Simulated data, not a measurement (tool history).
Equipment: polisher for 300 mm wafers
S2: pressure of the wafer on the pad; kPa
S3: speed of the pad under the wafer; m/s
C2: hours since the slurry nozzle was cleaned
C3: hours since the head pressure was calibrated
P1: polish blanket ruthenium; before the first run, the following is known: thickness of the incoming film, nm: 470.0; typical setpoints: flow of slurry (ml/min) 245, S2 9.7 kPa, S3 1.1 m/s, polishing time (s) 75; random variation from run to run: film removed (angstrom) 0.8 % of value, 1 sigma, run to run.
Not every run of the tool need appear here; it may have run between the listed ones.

Run 1, day 0.154: flow of slurry (ml/min) 245, S2 9.7 kPa, S3 1.1 m/s, polishing time (s) 75; wafers polished on this pad 628; C2 476.5; C3 393.7. Result: film removed (angstrom) 666.62.
Run 2, day 0.258: flow of slurry (ml/min) 340, S2 9.7 kPa, S3 1.1 m/s, polishing time (s) 75; wafers polished on this pad 657; C2 479; C3 396.2. Result: film removed (angstrom) 682.62.
Run 3, day 0.446: flow of slurry (ml/min) 245, S2 9.7 kPa, S3 1.1 m/s, polishing time (s) 75; wafers polished on this pad 711; C2 483.5; C3 400.7. Result: film removed (angstrom) 665.66.
At day 0.475: worn pad replaced by a new one.
Run 4, day 0.558: flow of slurry (ml/min) 245, S2 9.7 kPa, S3 1.1 m/s, polishing time (s) 100; wafers polished on this pad 24; C2 486.2; C3 403.4. Result: film removed (angstrom) 867.73.
Run 5, day 0.658: flow of slurry (ml/min) 245, S2 9.7 kPa, S3 1.1 m/s, polishing time (s) 38; wafers polished on this pad 53; C2 488.6; C3 405.8. Result: film removed (angstrom) 336.58.
Run 6, day 0.821: flow of slurry (ml/min) 245, S2 9.7 kPa, S3 0.68 m/s, polishing time (s) 75; wafers polished on this pad 99; C2 492.5; C3 409.7. Result: film removed (angstrom) 410.24.
Run 7, day 0.921: flow of slurry (ml/min) 340, S2 9.7 kPa, S3 1.1 m/s, polishing time (s) 116; wafers polished on this pad 127; C2 494.9; C3 412.1. Result: film removed (angstrom) 1063.1.
Run 8, day 1.083: flow of slurry (ml/min) 245, S2 9.7 kPa, S3 1.1 m/s, polishing time (s) 75; wafers polished on this pad 173; C2 498.8; C3 416. Result: film removed (angstrom) 653.77.
Run 9, day 1.246: flow of slurry (ml/min) 245, S2 6.2 kPa, S3 1.1 m/s, polishing time (s) 110; wafers polished on this pad 220; C2 502.7; C3 419.9. Result: film removed (angstrom) 624.85.
Run 10, day 1.367: flow of slurry (ml/min) 245, S2 14.5 kPa, S3 1.1 m/s, polishing time (s) 75; wafers polished on this pad 254; C2 505.6; C3 422.8. Result: film removed (angstrom) 999.02.
Run 11, day 1.479: flow of slurry (ml/min) 245, S2 9.7 kPa, S3 1.1 m/s, polishing time (s) 75; wafers polished on this pad 286; C2 508.3; C3 425.5. Result: film removed (angstrom) 666.96.
Run 12, day 1.65: flow of slurry (ml/min) 245, S2 9.7 kPa, S3 1.72 m/s, polishing time (s) 75; wafers polished on this pad 334; C2 512.4; C3 429.6. Result: film removed (angstrom) 1022.4.
Run 13, day 1.758: flow of slurry (ml/min) 245, S2 9.7 kPa, S3 1.56 m/s, polishing time (s) 113; wafers polished on this pad 365; C2 515; C3 432.2. Result: film removed (angstrom) 1406.4.
Run 14, day 1.854: flow of slurry (ml/min) 245, S2 4.1 kPa, S3 1.1 m/s, polishing time (s) 75; wafers polished on this pad 392; C2 517.3; C3 434.5. Result: film removed (angstrom) 281.77.
Run 15, day 2.033: flow of slurry (ml/min) 145, S2 9.7 kPa, S3 1.1 m/s, polishing time (s) 75; wafers polished on this pad 443; C2 521.6; C3 438.8. Result: film removed (angstrom) 607.31.
Run 16, day 2.133: flow of slurry (ml/min) 245, S2 9.7 kPa, S3 1.1 m/s, polishing time (s) 75; wafers polished on this pad 472; C2 524; C3 441.2. Result: film removed (angstrom) 655.23.
Run 17, day 2.258: flow of slurry (ml/min) 245, S2 9.7 kPa, S3 1.1 m/s, polishing time (s) 75; wafers polished on this pad 507; C2 527; C3 444.2. Result: film removed (angstrom) 641.63.
Run 18, day 2.35: flow of slurry (ml/min) 245, S2 9.7 kPa, S3 1.1 m/s, polishing time (s) 75; wafers polished on this pad 533; C2 529.2; C3 446.4. Result: film removed (angstrom) 632.21.
Run 19, day 2.546: flow of slurry (ml/min) 245, S2 9.7 kPa, S3 1.1 m/s, polishing time (s) 75; wafers polished on this pad 589; C2 533.9; C3 451.1. Result: film removed (angstrom) 623.52.
At day 2.642: worn pad replaced by a new one.
Run 20, day 2.646: flow of slurry (ml/min) 245, S2 9.7 kPa, S3 1.1 m/s, polishing time (s) 75; wafers polished on this pad 2; C2 536.3; C3 453.5. Result: film removed (angstrom) 615.58.
Run 21, day 2.771: flow of slurry (ml/min) 245, S2 9.7 kPa, S3 1.1 m/s, polishing time (s) 75; wafers polished on this pad 37; C2 539.3; C3 456.5. Result: film removed (angstrom) 623.99.
Run 22, day 2.929: flow of slurry (ml/min) 245, S2 9.7 kPa, S3 1.1 m/s, polishing time (s) 75; wafers polished on this pad 82; C2 543.1; C3 460.3. Result: film removed (angstrom) 617.3.

P1 no longer gives what it gave before; its output has crept away from where it was. The following 2 causes, each at its listed size, fit the log equally well:
A: head's pressure below its setpoint, % = 5.82
B: slurry flow missing at the pad, % = 35.8
The creep began at about day 2.133.
Every other cause this tool's parts could produce, and why it does not fit the log:
removal rate lost through wear of the pad, %: maintenance at day 2.642, after the shift began, did not return the process to its former output

Of the 4 check runs below, each run on 3 wafers with the results averaged and each result still a question mark, which one would tell the listed causes apart?
Run check 1, day 3.088: flow of slurry (ml/min) 145, S2 9.7 kPa, S3 1.1 m/s, polishing time (s) 75. Result: film removed (angstrom) ?.
Run check 2, day 3.088: flow of slurry (ml/min) 300, S2 9.7 kPa, S3 1.1 m/s, polishing time (s) 75. Result: film removed (angstrom) ?.
Run check 3, day 3.088: flow of slurry (ml/min) 245, S2 4.1 kPa, S3 1.1 m/s, polishing time (s) 39. Result: film removed (angstrom) ?.
Run check 4, day 3.088: flow of slurry (ml/min) 245, S2 7.6 kPa, S3 1.1 m/s, polishing time (s) 75. Result: film removed (angstrom) ?.

How each check would come out, cause by cause:
  check                   result    if A    if B
check 1  film removed (angstrom)  576.75  555.65
check 2  film removed (angstrom)  633.61  640.25
check 3  film removed (angstrom)   138.4   138.4
check 4  film removed (angstrom)  487.95  487.93
Smallest distance between any two causes, each pair judged by its most separating result, in per cent: check 1 3.73 %; check 2 1.04 %; check 3 0 %; check 4 0 %
Of the check runs offered, only check 1 discriminates between the causes; the rest would read about the same regardless of which cause applies.

Check 1 has now been run. It gave: film removed (angstrom) 582.98. Which of the candidate causes is it?

It was cause A: head's pressure below its setpoint, %.

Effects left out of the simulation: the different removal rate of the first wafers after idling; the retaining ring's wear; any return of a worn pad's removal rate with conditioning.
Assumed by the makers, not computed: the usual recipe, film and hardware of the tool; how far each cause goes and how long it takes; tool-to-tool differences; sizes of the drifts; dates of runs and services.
